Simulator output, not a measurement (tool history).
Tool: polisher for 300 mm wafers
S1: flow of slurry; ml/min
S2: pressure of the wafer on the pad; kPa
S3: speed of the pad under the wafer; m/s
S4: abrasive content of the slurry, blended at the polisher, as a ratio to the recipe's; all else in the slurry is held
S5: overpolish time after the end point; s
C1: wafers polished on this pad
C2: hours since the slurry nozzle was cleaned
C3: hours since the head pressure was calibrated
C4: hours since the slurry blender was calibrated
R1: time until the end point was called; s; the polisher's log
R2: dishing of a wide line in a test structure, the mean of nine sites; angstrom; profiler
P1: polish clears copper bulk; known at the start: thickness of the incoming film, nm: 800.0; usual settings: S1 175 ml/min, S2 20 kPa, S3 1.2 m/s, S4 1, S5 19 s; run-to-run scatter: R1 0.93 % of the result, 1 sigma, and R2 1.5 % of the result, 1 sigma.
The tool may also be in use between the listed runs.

run,hour,S1,S2,S3,S4,S5,C1,C2,C3,C4,R1,R2
1,13.8,175,20,1.2,1,19,214,185.8,279.5,251.7,64.158,881.21
2,25,240,20,1.2,1,19,301,197,290.7,262.9,61.509,877.3
3,38.2,175,25.5,1.2,1,19,403,210.2,303.9,276.1,49.945,1001.2
4,44.8,175,20,1.2,0.65,19,454,216.8,310.5,282.7,70.211,829.49
5,55.6,175,13.1,1.2,1,19,538,227.6,321.3,293.5,97.845,649.75
6,64,175,20,1.2,1,6,603,236,329.7,301.9,63.788,427.38
7,75.6,105,24.8,1.2,1,19,692,247.6,341.3,313.5,57.516,972.65
8,83.2,105,20,1.2,1,19,751,255.2,348.9,321.1,72.389,836.91
9,96.5,175,20,1.2,1,19,854,268.5,362.2,334.4,63.446,883.27
10,111.2,175,20,1.2,1,19,968,283.2,376.9,349.1,64.554,884.29
11,124.3,175,20,1.2,1,19,1069,296.3,390,362.2,64.334,870.34
12,136,175,20,0.8,1,19,1160,308,401.7,373.9,98.175,721.7
13,144.9,175,20,1.2,1,27,1229,316.9,410.6,382.8,64.027,972
14,152.9,175,20,1.2,1.4,19,1291,324.9,418.6,390.8,59.98,873.03
15,163.3,175,20,1.2,1,19,1371,335.3,429,401.2,64.093,886.41
16,169.8,175,20,1.62,1,19,1422,341.8,435.5,407.7,48.483,953.96
17,177,105,20,1.2,0.55,19,1477,349,442.7,414.9,80.813,794.57
18,185,175,20,1.2,1,19,1539,357,450.7,422.9,64.316,889.13
19,191.6,175,20,1.2,1,19,1590,363.6,457.3,429.5,65.759,868.22
20,201.8,175,20,1.2,1,19,1669,373.8,467.5,439.7,66.721,874.24
21,216.1,175,20,1.2,1,19,1780,388.1,481.8,454,69.411,820.65
22,230.6,175,20,1.2,1,19,1892,402.6,496.3,468.5,70.112,856.19
# hour 232.6: slurry blender recalibrated
23,243.3,175,20,1.2,1,19,1991,415.3,509,10.8,69.971,868.24
# hour 251.2: head pressure recalibrated
24,252.9,175,20,1.2,1,19,2065,424.9,1.7,20.4,70.162,826.48
25,263.5,175,20,1.2,1,19,2147,435.5,12.3,31,71.91,846.92
26,275.8,175,20,1.2,1,19,2242,447.8,24.6,43.3,71.137,832.68
27,282.5,175,20,1.2,1,19,2294,454.5,31.3,50,70.199,855.73
28,293,175,20,1.2,1,19,2375,465,41.8,60.5,69.845,840.74

What P1 gives has crept away from where it was. These 2 causes fit the log equally well, each at the size given:
A: removal rate lost through wear of the pad, % = 8.92
B: slurry flow missing at the pad, % = 39.1
The creep began at about hour 185.
Why every other cause is out:
head's pressure below its setpoint, %: serviced at hour 251.2, which brought nothing back
abrasive missing from the slurry, %: serviced at hour 232.6, which brought nothing back

4 check runs are offered, each on 5 wafers whose results are averaged, their results left as question marks. Which one tells the causes apart?
check 1,303.5,175,20,1.2,1.3,26,,,,,?,?
check 2,303.5,175,20,1.2,1.25,19,,,,,?,?
check 3,303.5,120,20,1.54,1,19,,,,,?,?
check 4,303.5,175,20,1.2,0.8,19,,,,,?,?

What each check would give under each cause:
check,result,if A,if B
check 1,R1,66.74,66.733
check 1,R2,960.98,961.01
check 2,R1,67.319,67.312
check 2,R2,854.47,854.5
check 3,R1,58.878,61.114
check 3,R2,901.89,889.09
check 4,R1,74.074,74.067
check 4,R2,818.53,818.57
How far apart the two closest causes lie, in the result that separates them most: check 1 0.01 %; check 2 0.01 %; check 3 3.73 %; check 4 0.01 %
Check 3 tells the causes apart: in the others they would give nearly the same result.

Then check 3 was run and gave: R1 59.148 s; R2 893.8 angstrom. Which cause is it?

It is A: removal rate lost through wear of the pad, %.
